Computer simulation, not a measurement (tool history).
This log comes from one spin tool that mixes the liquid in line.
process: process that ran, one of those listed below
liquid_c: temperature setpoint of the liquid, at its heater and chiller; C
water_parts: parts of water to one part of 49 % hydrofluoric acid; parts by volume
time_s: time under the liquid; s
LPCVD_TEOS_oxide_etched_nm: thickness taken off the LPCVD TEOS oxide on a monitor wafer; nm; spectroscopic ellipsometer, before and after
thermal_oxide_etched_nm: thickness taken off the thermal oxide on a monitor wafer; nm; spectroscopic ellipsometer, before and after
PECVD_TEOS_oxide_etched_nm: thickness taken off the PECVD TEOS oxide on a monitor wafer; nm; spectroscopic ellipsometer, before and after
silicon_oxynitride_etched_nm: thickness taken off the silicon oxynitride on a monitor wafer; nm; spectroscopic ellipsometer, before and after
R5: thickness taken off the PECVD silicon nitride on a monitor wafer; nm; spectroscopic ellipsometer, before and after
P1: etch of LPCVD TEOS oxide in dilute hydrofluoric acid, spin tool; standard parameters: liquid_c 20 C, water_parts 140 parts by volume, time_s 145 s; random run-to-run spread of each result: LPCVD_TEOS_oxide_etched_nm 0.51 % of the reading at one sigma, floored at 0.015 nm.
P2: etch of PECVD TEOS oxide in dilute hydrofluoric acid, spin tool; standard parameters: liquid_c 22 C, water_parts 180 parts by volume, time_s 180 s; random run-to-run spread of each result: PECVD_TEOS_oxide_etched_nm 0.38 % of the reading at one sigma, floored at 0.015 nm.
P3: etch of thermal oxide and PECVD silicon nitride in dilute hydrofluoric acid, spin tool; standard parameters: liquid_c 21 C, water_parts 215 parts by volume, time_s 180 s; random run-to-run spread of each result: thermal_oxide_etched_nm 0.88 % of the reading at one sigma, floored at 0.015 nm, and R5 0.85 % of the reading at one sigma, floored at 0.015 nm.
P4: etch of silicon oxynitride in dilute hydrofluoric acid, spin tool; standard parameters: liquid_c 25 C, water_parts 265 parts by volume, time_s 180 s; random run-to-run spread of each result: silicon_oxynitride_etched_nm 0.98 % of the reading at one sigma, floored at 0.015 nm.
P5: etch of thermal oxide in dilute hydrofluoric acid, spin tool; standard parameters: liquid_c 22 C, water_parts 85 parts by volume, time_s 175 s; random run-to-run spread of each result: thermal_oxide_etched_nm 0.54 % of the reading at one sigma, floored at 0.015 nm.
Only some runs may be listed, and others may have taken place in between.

{"run": 1, "hour": 5.7, "process": "P1", "liquid_c": 20, "water_parts": 140, "time_s": 145, "LPCVD_TEOS_oxide_etched_nm": 25.622}
{"run": 2, "hour": 9.0, "process": "P5", "liquid_c": 22, "water_parts": 40, "time_s": 175, "thermal_oxide_etched_nm": 20.598}
{"run": 3, "hour": 14.7, "process": "P2", "liquid_c": 22, "water_parts": 255, "time_s": 180, "PECVD_TEOS_oxide_etched_nm": 5.0061}
{"run": 4, "hour": 20.3, "process": "P4", "liquid_c": 25, "water_parts": 265, "time_s": 335, "silicon_oxynitride_etched_nm": 5.1775}
{"run": 5, "hour": 25.6, "process": "P1", "liquid_c": 20, "water_parts": 140, "time_s": 145, "LPCVD_TEOS_oxide_etched_nm": 25.466}
{"run": 6, "hour": 31.5, "process": "P2", "liquid_c": 22, "water_parts": 180, "time_s": 180, "PECVD_TEOS_oxide_etched_nm": 7.5321}
{"run": 7, "hour": 38.2, "process": "P2", "liquid_c": 17, "water_parts": 180, "time_s": 180, "PECVD_TEOS_oxide_etched_nm": 6.1596}
{"hour": 39.3, "done": "thermometer replaced"}
{"run": 8, "hour": 44.0, "process": "P5", "liquid_c": 22, "water_parts": 85, "time_s": 275, "thermal_oxide_etched_nm": 14.406}
{"run": 9, "hour": 47.4, "process": "P1", "liquid_c": 20, "water_parts": 140, "time_s": 145, "LPCVD_TEOS_oxide_etched_nm": 25.851}
{"run": 10, "hour": 53.3, "process": "P1", "liquid_c": 20, "water_parts": 140, "time_s": 145, "LPCVD_TEOS_oxide_etched_nm": 25.861}
{"run": 11, "hour": 57.6, "process": "P3", "liquid_c": 21, "water_parts": 90, "time_s": 180, "thermal_oxide_etched_nm": 7.9565, "R5": 7.7305}
{"run": 12, "hour": 62.3, "process": "P3", "liquid_c": 21, "water_parts": 215, "time_s": 180, "thermal_oxide_etched_nm": 2.9078, "R5": 3.2437}
{"run": 13, "hour": 65.9, "process": "P1", "liquid_c": 24.5, "water_parts": 190, "time_s": 145, "LPCVD_TEOS_oxide_etched_nm": 21.26}
{"run": 14, "hour": 72.4, "process": "P2", "liquid_c": 22, "water_parts": 180, "time_s": 45, "PECVD_TEOS_oxide_etched_nm": 1.8997}
{"run": 15, "hour": 76.3, "process": "P5", "liquid_c": 22, "water_parts": 85, "time_s": 175, "thermal_oxide_etched_nm": 9.1991}
{"run": 16, "hour": 79.9, "process": "P1", "liquid_c": 25.5, "water_parts": 140, "time_s": 145, "LPCVD_TEOS_oxide_etched_nm": 31.84}
{"run": 17, "hour": 85.0, "process": "P1", "liquid_c": 20, "water_parts": 140, "time_s": 260, "LPCVD_TEOS_oxide_etched_nm": 46.098}
{"run": 18, "hour": 91.3, "process": "P1", "liquid_c": 20, "water_parts": 140, "time_s": 145, "LPCVD_TEOS_oxide_etched_nm": 25.683}
{"run": 19, "hour": 95.6, "process": "P1", "liquid_c": 17, "water_parts": 140, "time_s": 145, "LPCVD_TEOS_oxide_etched_nm": 22.718}
{"run": 20, "hour": 98.6, "process": "P5", "liquid_c": 17, "water_parts": 85, "time_s": 175, "thermal_oxide_etched_nm": 7.3948}
{"run": 21, "hour": 102.9, "process": "P3", "liquid_c": 25, "water_parts": 215, "time_s": 180, "thermal_oxide_etched_nm": 3.4108, "R5": 4.164}
{"run": 22, "hour": 109.0, "process": "P3", "liquid_c": 21, "water_parts": 215, "time_s": 180, "thermal_oxide_etched_nm": 2.9516, "R5": 3.2353}
{"run": 23, "hour": 112.0, "process": "P1", "liquid_c": 20, "water_parts": 140, "time_s": 15, "LPCVD_TEOS_oxide_etched_nm": 2.6578}
{"run": 24, "hour": 116.8, "process": "P1", "liquid_c": 20, "water_parts": 240, "time_s": 145, "LPCVD_TEOS_oxide_etched_nm": 13.631}
{"hour": 118.9, "done": "hydrofluoric acid flow meter replaced"}
{"run": 25, "hour": 122.1, "process": "P4", "liquid_c": 25, "water_parts": 265, "time_s": 180, "silicon_oxynitride_etched_nm": 2.8168}
{"run": 26, "hour": 128.5, "process": "P1", "liquid_c": 20, "water_parts": 140, "time_s": 145, "LPCVD_TEOS_oxide_etched_nm": 25.848}
{"run": 27, "hour": 132.3, "process": "P1", "liquid_c": 17, "water_parts": 245, "time_s": 145, "LPCVD_TEOS_oxide_etched_nm": 11.842}
{"run": 28, "hour": 138.2, "process": "P4", "liquid_c": 20.5, "water_parts": 265, "time_s": 180, "silicon_oxynitride_etched_nm": 2.3361}
{"run": 29, "hour": 142.9, "process": "P4", "liquid_c": 25, "water_parts": 160, "time_s": 180, "silicon_oxynitride_etched_nm": 5.0333}
{"run": 30, "hour": 149.4, "process": "P3", "liquid_c": 21, "water_parts": 215, "time_s": 15, "thermal_oxide_etched_nm": 0.21529, "R5": 0.27409}
{"run": 31, "hour": 153.5, "process": "P1", "liquid_c": 20, "water_parts": 50, "time_s": 145, "LPCVD_TEOS_oxide_etched_nm": 79.78}
{"run": 32, "hour": 160.1, "process": "P1", "liquid_c": 20, "water_parts": 140, "time_s": 145, "LPCVD_TEOS_oxide_etched_nm": 25.839}
{"run": 33, "hour": 165.8, "process": "P1", "liquid_c": 20, "water_parts": 140, "time_s": 145, "LPCVD_TEOS_oxide_etched_nm": 26.337}
{"run": 34, "hour": 172.5, "process": "P1", "liquid_c": 20, "water_parts": 140, "time_s": 145, "LPCVD_TEOS_oxide_etched_nm": 26.977}
{"run": 35, "hour": 178.2, "process": "P1", "liquid_c": 20, "water_parts": 140, "time_s": 145, "LPCVD_TEOS_oxide_etched_nm": 27.307}
{"run": 36, "hour": 182.2, "process": "P1", "liquid_c": 20, "water_parts": 140, "time_s": 145, "LPCVD_TEOS_oxide_etched_nm": 27.223}
{"run": 37, "hour": 187.0, "process": "P1", "liquid_c": 20, "water_parts": 140, "time_s": 145, "LPCVD_TEOS_oxide_etched_nm": 27.55}
{"run": 38, "hour": 190.9, "process": "P1", "liquid_c": 20, "water_parts": 140, "time_s": 145, "LPCVD_TEOS_oxide_etched_nm": 27.476}
{"run": 39, "hour": 197.2, "process": "P1", "liquid_c": 20, "water_parts": 140, "time_s": 145, "LPCVD_TEOS_oxide_etched_nm": 27.689}
{"run": 40, "hour": 200.4, "process": "P1", "liquid_c": 20, "water_parts": 140, "time_s": 145, "LPCVD_TEOS_oxide_etched_nm": 27.751}
{"run": 41, "hour": 207.0, "process": "P1", "liquid_c": 20, "water_parts": 140, "time_s": 145, "LPCVD_TEOS_oxide_etched_nm": 27.732}
{"run": 42, "hour": 210.9, "process": "P1", "liquid_c": 20, "water_parts": 140, "time_s": 145, "LPCVD_TEOS_oxide_etched_nm": 27.551}
{"run": 43, "hour": 214.6, "process": "P1", "liquid_c": 20, "water_parts": 140, "time_s": 145, "LPCVD_TEOS_oxide_etched_nm": 27.621}

P1 has crept away from where it was. The log is fitted equally well by each of these 2 causes, at the sizes shown:
A: liquid hotter than its thermometer reads (K) = 1.92
B: hydrofluoric acid flow above the setpoint (%) = 6.88
Onset of the creep was near hour 160.1.

Below are 4 check runs, each averaged over 2 wafers, with their results shown as question marks. Which of them would give clearly different results depending on which cause is behind the drift?
{"run": "check 1", "hour": 218.3, "process": "P3", "liquid_c": 21, "water_parts": 215, "time_s": 180, "thermal_oxide_etched_nm": "?", "R5": "?"}
{"run": "check 2", "hour": 218.3, "process": "P2", "liquid_c": 22, "water_parts": 180, "time_s": 180, "PECVD_TEOS_oxide_etched_nm": "?"}
{"run": "check 3", "hour": 218.3, "process": "P5", "liquid_c": 22, "water_parts": 85, "time_s": 175, "thermal_oxide_etched_nm": "?"}
{"run": "check 4", "hour": 218.3, "process": "P4", "liquid_c": 25, "water_parts": 265, "time_s": 180, "silicon_oxynitride_etched_nm": "?"}

Outcome of each check run for each possible cause:
check=check_1 result=thermal_oxide_etched_nm if_A=3.1359 if_B=3.1624
check=check_1 result=R5 if_A=3.6634 if_B=3.4564
check=check_2 result=PECVD_TEOS_oxide_etched_nm if_A=8.1139 if_B=8.1636
check=check_3 result=thermal_oxide_etched_nm if_A=9.9145 if_B=9.8699
check=check_4 result=silicon_oxynitride_etched_nm if_A=3.0508 if_B=3.0448
Separation of the two closest causes in each check, using whichever result separates them best: check 1 5.82 %; check 2 0.61 %; check 3 0.45 %; check 4 0.2 %
Check 1 tells the causes apart: in the others they would give nearly the same result.

Running check 1 produced the following: thermal_oxide_etched_nm 3.1893 nm; R5 3.4517 nm. Which one of the listed causes fits?

It was cause B: hydrofluoric acid flow above the setpoint (%).
